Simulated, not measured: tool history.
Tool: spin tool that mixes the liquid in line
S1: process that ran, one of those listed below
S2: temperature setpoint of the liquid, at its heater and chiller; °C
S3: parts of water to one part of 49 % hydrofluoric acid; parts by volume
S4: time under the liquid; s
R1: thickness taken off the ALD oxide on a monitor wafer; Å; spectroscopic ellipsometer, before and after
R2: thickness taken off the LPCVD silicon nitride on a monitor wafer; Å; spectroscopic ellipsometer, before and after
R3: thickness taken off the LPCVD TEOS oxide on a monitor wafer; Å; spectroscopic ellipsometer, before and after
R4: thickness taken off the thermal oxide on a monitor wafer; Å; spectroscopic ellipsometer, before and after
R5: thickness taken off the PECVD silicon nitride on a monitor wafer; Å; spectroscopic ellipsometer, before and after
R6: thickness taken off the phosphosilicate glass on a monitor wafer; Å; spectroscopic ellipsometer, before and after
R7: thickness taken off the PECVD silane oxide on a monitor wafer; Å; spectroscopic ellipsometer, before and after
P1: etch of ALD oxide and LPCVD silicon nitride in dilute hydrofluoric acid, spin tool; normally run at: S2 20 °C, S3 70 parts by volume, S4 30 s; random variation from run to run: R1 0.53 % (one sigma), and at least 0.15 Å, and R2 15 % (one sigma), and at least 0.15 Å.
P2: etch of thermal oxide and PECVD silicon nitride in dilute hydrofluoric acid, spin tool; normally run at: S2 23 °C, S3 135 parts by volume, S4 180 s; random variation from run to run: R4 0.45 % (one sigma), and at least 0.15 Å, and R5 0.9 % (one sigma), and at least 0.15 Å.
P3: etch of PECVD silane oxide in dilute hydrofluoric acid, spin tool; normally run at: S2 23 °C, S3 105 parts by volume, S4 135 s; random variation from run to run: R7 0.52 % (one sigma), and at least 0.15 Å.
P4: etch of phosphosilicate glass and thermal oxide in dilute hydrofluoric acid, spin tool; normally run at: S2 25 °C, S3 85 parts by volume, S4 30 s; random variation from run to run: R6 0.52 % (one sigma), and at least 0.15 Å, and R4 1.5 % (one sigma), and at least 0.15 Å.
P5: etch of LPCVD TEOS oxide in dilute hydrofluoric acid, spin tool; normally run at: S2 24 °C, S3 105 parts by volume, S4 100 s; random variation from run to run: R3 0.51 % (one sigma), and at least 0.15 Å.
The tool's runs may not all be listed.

run,hour,S1,S2,S3,S4,R1,R2,R3,R4,R5,R6,R7
1,6.7,P1,20,70,30,95.377,1.5301,,,,,
2,14.9,P5,20,105,100,,,131.54,,,,
3,19.8,P5,24,105,100,,,155.86,,,,
4,28.2,P1,20,70,30,96.58,1.8155,,,,,
# hour 31.1: hydrofluoric acid flow meter replaced
5,37.5,P2,23,135,80,,,,24.242,12.012,,
6,42.3,P4,25,85,30,,,,17.238,,256.79,
7,48.8,P1,27,70,30,126.88,3.1739,,,,,
8,58.2,P3,23,105,220,,,,,,,406.6
9,62.8,P1,20,70,30,96.249,1.5568,,,,,
10,67.5,P4,25,20,30,,,,79.875,,1187.6,
# hour 69.5: thermometer replaced
11,72.5,P5,24,170,100,,,87.606,,,,
12,80.2,P2,27,135,180,,,,63.8,34.486,,
13,88.8,P1,20,115,30,55.309,1.3728,,,,,
14,95.5,P5,24,105,40,,,62.217,,,,
15,103.6,P1,20,70,30,95.358,1.5351,,,,,
16,109.6,P1,20,45,30,154.56,2.4029,,,,,
17,114.2,P2,23,25,180,,,,336.08,138.6,,
18,122.5,P1,20,70,45,142.91,2.2875,,,,,
19,127.9,P3,23,105,135,,,,,,,247.37
20,133.6,P2,23,135,180,,,,54.181,26.803,,
21,138.5,P1,20,70,15,48.099,1.0461,,,,,
22,146.5,P1,20,70,30,96.296,1.0722,,,,,
23,150.9,P1,17,70,50,140.01,2.2226,,,,,
24,160.2,P1,17,70,30,83.934,1.6594,,,,,

The next listed run, before its measurement:
25,164.3,P1,20,70,30,?,?,,,,,

Run 25 gave R1 95.462 Å, R2 1.2489 Å.
